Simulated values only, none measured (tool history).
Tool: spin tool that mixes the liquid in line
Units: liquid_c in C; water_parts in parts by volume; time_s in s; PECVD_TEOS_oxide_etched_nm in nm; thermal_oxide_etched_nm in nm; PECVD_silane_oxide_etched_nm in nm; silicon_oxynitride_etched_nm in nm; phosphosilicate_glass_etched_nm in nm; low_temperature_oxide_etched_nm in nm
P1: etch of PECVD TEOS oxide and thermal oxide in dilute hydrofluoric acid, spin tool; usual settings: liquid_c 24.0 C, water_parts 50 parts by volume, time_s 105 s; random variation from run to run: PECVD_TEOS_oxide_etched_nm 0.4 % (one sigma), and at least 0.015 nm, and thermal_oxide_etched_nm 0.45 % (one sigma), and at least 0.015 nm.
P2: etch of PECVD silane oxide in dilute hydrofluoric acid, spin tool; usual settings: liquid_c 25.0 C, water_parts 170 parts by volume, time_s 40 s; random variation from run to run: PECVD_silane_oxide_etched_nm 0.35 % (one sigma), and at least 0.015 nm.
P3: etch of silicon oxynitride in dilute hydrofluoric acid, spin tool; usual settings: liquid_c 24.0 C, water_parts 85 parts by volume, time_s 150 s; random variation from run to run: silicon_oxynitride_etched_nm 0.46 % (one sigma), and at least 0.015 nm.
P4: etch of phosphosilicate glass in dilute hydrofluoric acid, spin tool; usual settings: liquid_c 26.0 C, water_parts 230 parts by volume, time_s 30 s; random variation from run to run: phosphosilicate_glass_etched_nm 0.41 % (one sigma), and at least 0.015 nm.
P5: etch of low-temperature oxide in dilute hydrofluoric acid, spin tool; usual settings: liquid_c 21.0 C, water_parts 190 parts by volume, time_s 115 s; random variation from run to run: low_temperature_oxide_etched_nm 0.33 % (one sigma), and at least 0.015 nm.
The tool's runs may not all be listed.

| run | day | process | liquid_c | water_parts | time_s | hours since the thermometer was replaced | hours since the hydrofluoric acid flow meter was replaced | PECVD_TEOS_oxide_etched_nm | thermal_oxide_etched_nm | PECVD_silane_oxide_etched_nm | silicon_oxynitride_etched_nm | phosphosilicate_glass_etched_nm | low_temperature_oxide_etched_nm |
|---|---|---|---|---|---|---|---|---|---|---|---|---|---|
| 1 | 0.312 | P1 | 24.0 | 50 | 105 | 1744.7 | 176.3 | 48.6470 | 10.2310 |  |  |  |  |
| 2 | 0.479 | P1 | 24.0 | 85 | 105 | 1748.7 | 180.3 | 27.4400 | 5.7453 |  |  |  |  |
| 3 | 0.804 | P2 | 17.0 | 170 | 40 | 1756.5 | 188.1 |  |  | 6.5884 |  |  |  |
| 4 | 1.071 | P1 | 24.0 | 50 | 105 | 1762.9 | 194.5 | 48.5410 | 10.2140 |  |  |  |  |
| 5 | 1.304 | P3 | 24.0 | 85 | 150 | 1768.5 | 200.1 |  |  |  | 5.6178 |  |  |
| 6 | 1.512 | P4 | 31.0 | 230 | 30 | 1773.5 | 205.1 |  |  |  |  | 9.9888 |  |
| 7 | 1.783 | P1 | 24.0 | 50 | 105 | 1780.0 | 211.6 | 48.9940 | 10.2310 |  |  |  |  |
| 8 | 1.954 | P1 | 17.0 | 30 | 105 | 1784.1 | 215.7 | 61.3140 | 12.9470 |  |  |  |  |
| 9 | 2.129 | P5 | 21.0 | 190 | 30 | 1788.3 | 219.9 |  |  |  |  |  | 3.3305 |
| 10 | 2.350 | P1 | 24.0 | 50 | 105 | 1793.6 | 225.2 | 48.1720 | 10.2630 |  |  |  |  |
| 11 | 2.512 | P1 | 17.0 | 50 | 105 | 1797.5 | 229.1 | 35.9010 | 7.5886 |  |  |  |  |
| 12 | 2.671 | P5 | 17.0 | 190 | 115 | 1801.3 | 232.9 |  |  |  |  |  | 10.9350 |
| 13 | 2.871 | P3 | 30.5 | 85 | 150 | 1806.1 | 237.7 |  |  |  | 7.6199 |  |  |
| 14 | 3.100 | P1 | 24.0 | 20 | 105 | 1811.6 | 243.2 | 126.9000 | 26.5190 |  |  |  |  |
| 15 | 3.346 | P1 | 17.0 | 50 | 180 | 1817.5 | 249.1 | 61.9210 | 13.0400 |  |  |  |  |
| 16 | 3.658 | P1 | 24.0 | 50 | 200 | 1825.0 | 256.6 | 92.2810 | 19.4390 |  |  |  |  |
| 17 | 3.846 | P5 | 21.0 | 190 | 115 | 1829.5 | 261.1 |  |  |  |  |  | 12.8060 |
| 18 | 4.017 | P4 | 26.0 | 395 | 30 | 1833.6 | 265.2 |  |  |  |  | 4.1655 |  |

Forecast run 19:
| 19 | 4.338 | P1 | 24.0 | 50 | 20 | 1841.3 | 272.9 | ? | ? |  |  |  |  |

{"run 19": {"PECVD_TEOS_oxide_etched_nm": 9.2705, "thermal_oxide_etched_nm": 1.9323}}

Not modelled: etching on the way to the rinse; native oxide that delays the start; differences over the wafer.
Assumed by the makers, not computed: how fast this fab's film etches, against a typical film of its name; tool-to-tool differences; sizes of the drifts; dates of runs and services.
